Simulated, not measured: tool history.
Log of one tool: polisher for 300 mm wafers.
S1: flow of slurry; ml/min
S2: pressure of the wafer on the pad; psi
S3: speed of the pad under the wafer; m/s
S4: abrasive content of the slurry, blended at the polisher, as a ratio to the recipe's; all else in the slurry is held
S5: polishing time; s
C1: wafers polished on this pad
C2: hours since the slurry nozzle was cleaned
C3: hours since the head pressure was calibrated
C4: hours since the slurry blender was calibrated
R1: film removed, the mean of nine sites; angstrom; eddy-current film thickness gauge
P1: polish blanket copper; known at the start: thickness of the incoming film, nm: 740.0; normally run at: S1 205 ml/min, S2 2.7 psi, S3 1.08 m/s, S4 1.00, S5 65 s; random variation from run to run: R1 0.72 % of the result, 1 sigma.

Run 1, hour 12.1: S1 205 ml/min, S2 2.7 psi, S3 1.08 m/s, S4 1.00, S5 65 s; C1 1097; C2 523.7; C3 524.9; C4 234.5. Result: R1 1897.30 angstrom.
Run 2, hour 22.9: S1 205 ml/min, S2 2.7 psi, S3 0.50 m/s, S4 1.00, S5 97 s; C1 1209; C2 534.5; C3 535.7; C4 245.3. Result: R1 1314.40 angstrom.
Run 3, hour 30.5: S1 205 ml/min, S2 2.7 psi, S3 1.62 m/s, S4 1.00, S5 65 s; C1 1288; C2 542.1; C3 543.3; C4 252.9. Result: R1 2869.60 angstrom.
Run 4, hour 37.4: S1 295 ml/min, S2 2.7 psi, S3 1.08 m/s, S4 1.00, S5 65 s; C1 1359; C2 549.0; C3 550.2; C4 259.8. Result: R1 1962.70 angstrom.
Run 5, hour 49.2: S1 205 ml/min, S2 2.7 psi, S3 1.08 m/s, S4 0.80, S5 29 s; C1 1482; C2 560.8; C3 562.0; C4 271.6. Result: R1 808.42 angstrom.
Run 6, hour 59.8: S1 205 ml/min, S2 2.7 psi, S3 1.08 m/s, S4 1.00, S5 65 s; C1 1592; C2 571.4; C3 572.6; C4 282.2. Result: R1 1901.60 angstrom.
Run 7, hour 66.6: S1 205 ml/min, S2 2.7 psi, S3 1.08 m/s, S4 1.00, S5 65 s; C1 1662; C2 578.2; C3 579.4; C4 289.0. Result: R1 1893.20 angstrom.
Run 8, hour 75.3: S1 205 ml/min, S2 2.7 psi, S3 1.08 m/s, S4 1.00, S5 102 s; C1 1752; C2 586.9; C3 588.1; C4 297.7. Result: R1 2994.80 angstrom.
At hour 79.2: slurry nozzle cleaned.
Run 9, hour 82.4: S1 205 ml/min, S2 2.7 psi, S3 1.08 m/s, S4 0.60, S5 65 s; C1 1826; C2 3.2; C3 595.2; C4 304.8. Result: R1 1684.40 angstrom.
Run 10, hour 91.0: S1 205 ml/min, S2 2.7 psi, S3 1.08 m/s, S4 1.00, S5 65 s; C1 1915; C2 11.8; C3 603.8; C4 313.4. Result: R1 1929.00 angstrom.
Run 11, hour 104.6: S1 130 ml/min, S2 3.6 psi, S3 1.08 m/s, S4 1.00, S5 65 s; C1 2056; C2 25.4; C3 617.4; C4 327.0. Result: R1 2363.30 angstrom.
Run 12, hour 116.6: S1 205 ml/min, S2 2.7 psi, S3 1.08 m/s, S4 1.00, S5 31 s; C1 2180; C2 37.4; C3 629.4; C4 339.0. Result: R1 911.49 angstrom.
Run 13, hour 124.0: S1 205 ml/min, S2 2.7 psi, S3 1.08 m/s, S4 1.35, S5 65 s; C1 2257; C2 44.8; C3 636.8; C4 346.4. Result: R1 2014.30 angstrom.
Run 14, hour 138.8: S1 125 ml/min, S2 2.7 psi, S3 1.08 m/s, S4 1.00, S5 65 s; C1 2411; C2 59.6; C3 651.6; C4 361.2. Result: R1 1724.20 angstrom.
Run 15, hour 153.6: S1 205 ml/min, S2 3.8 psi, S3 1.08 m/s, S4 1.00, S5 65 s; C1 2564; C2 74.4; C3 666.4; C4 376.0. Result: R1 2654.90 angstrom.
Run 16, hour 166.6: S1 205 ml/min, S2 2.7 psi, S3 1.08 m/s, S4 1.00, S5 65 s; C1 2699; C2 87.4; C3 679.4; C4 389.0. Result: R1 1917.30 angstrom.
Run 17, hour 173.2: S1 205 ml/min, S2 2.0 psi, S3 1.08 m/s, S4 1.00, S5 65 s; C1 2767; C2 94.0; C3 686.0; C4 395.6. Result: R1 1415.10 angstrom.
Run 18, hour 186.3: S1 205 ml/min, S2 2.7 psi, S3 0.54 m/s, S4 1.00, S5 65 s; C1 2903; C2 107.1; C3 699.1; C4 408.7. Result: R1 946.21 angstrom.
Run 19, hour 196.7: S1 205 ml/min, S2 2.7 psi, S3 1.08 m/s, S4 1.00, S5 65 s; C1 3011; C2 117.5; C3 709.5; C4 419.1. Result: R1 1885.20 angstrom.
Run 20, hour 204.6: S1 205 ml/min, S2 2.7 psi, S3 1.08 m/s, S4 1.00, S5 65 s; C1 3093; C2 125.4; C3 717.4; C4 427.0. Result: R1 1902.30 angstrom.
Run 21, hour 212.0: S1 205 ml/min, S2 2.7 psi, S3 1.08 m/s, S4 1.00, S5 65 s; C1 3169; C2 132.8; C3 724.8; C4 434.4. Result: R1 1849.50 angstrom.
Run 22, hour 220.4: S1 205 ml/min, S2 2.7 psi, S3 1.08 m/s, S4 1.00, S5 65 s; C1 3256; C2 141.2; C3 733.2; C4 442.8. Result: R1 1811.90 angstrom.
At hour 230.8: worn pad replaced by a new one.
Run 23, hour 231.3: S1 205 ml/min, S2 2.7 psi, S3 1.08 m/s, S4 1.00, S5 65 s; C1 6; C2 152.1; C3 744.1; C4 453.7. Result: R1 1781.50 angstrom.
Run 24, hour 239.2: S1 205 ml/min, S2 2.7 psi, S3 1.08 m/s, S4 1.00, S5 65 s; C1 88; C2 160.0; C3 752.0; C4 461.6. Result: R1 1764.50 angstrom.
Run 25, hour 250.7: S1 205 ml/min, S2 2.7 psi, S3 1.08 m/s, S4 1.00, S5 65 s; C1 207; C2 171.5; C3 763.5; C4 473.1. Result: R1 1748.70 angstrom.
At hour 253.0: head pressure recalibrated.
Run 26, hour 259.8: S1 205 ml/min, S2 2.7 psi, S3 1.08 m/s, S4 1.00, S5 65 s; C1 301; C2 180.6; C3 6.8; C4 482.2. Result: R1 1762.40 angstrom.
Run 27, hour 270.4: S1 205 ml/min, S2 2.7 psi, S3 1.08 m/s, S4 1.00, S5 65 s; C1 411; C2 191.2; C3 17.4; C4 492.8. Result: R1 1737.00 angstrom.

What P1 gives has crept away from where it was. These 2 causes fit the log equally well, each at the size given:
A: abrasive missing from the slurry, % = 31.3
B: slurry flow missing at the pad, % = 38.2
The creep began at about hour 204.6.
Why every other cause is out:
removal rate lost through wear of the pad, %: serviced at hour 230.8, which brought nothing back
head's pressure below its setpoint, %: serviced at hour 253.0, which brought nothing back

4 check runs are offered, each on 2 wafers whose results are averaged, their results left as question marks. Which one tells the causes apart?
Run check 1, hour 281.0: S1 205 ml/min, S2 2.7 psi, S3 1.08 m/s, S4 1.30, S5 65 s. Result: R1 ?.
Run check 2, hour 281.0: S1 205 ml/min, S2 2.7 psi, S3 1.08 m/s, S4 1.35, S5 32 s. Result: R1 ?.
Run check 3, hour 281.0: S1 205 ml/min, S2 2.7 psi, S3 1.08 m/s, S4 0.70, S5 65 s. Result: R1 ?.
Run check 4, hour 281.0: S1 125 ml/min, S2 2.7 psi, S3 1.08 m/s, S4 1.00, S5 100 s. Result: R1 ?.

What each check would give under each cause:
  check  result     if A     if B
check 1      R1  1851.70  1856.60
check 2      R1   918.93   921.70
check 3      R1  1632.80  1627.20
check 4      R1  2487.00  2379.70
How far apart the two closest causes lie, in the result that separates them most: check 1 0.27 %; check 2 0.3 %; check 3 0.34 %; check 4 4.41 %
Only check 4 tells the causes apart: in the others they would give nearly the same result.

Then check 4 was run and gave: R1 2511.00 angstrom. Which cause is it?

It is A: abrasive missing from the slurry, %.

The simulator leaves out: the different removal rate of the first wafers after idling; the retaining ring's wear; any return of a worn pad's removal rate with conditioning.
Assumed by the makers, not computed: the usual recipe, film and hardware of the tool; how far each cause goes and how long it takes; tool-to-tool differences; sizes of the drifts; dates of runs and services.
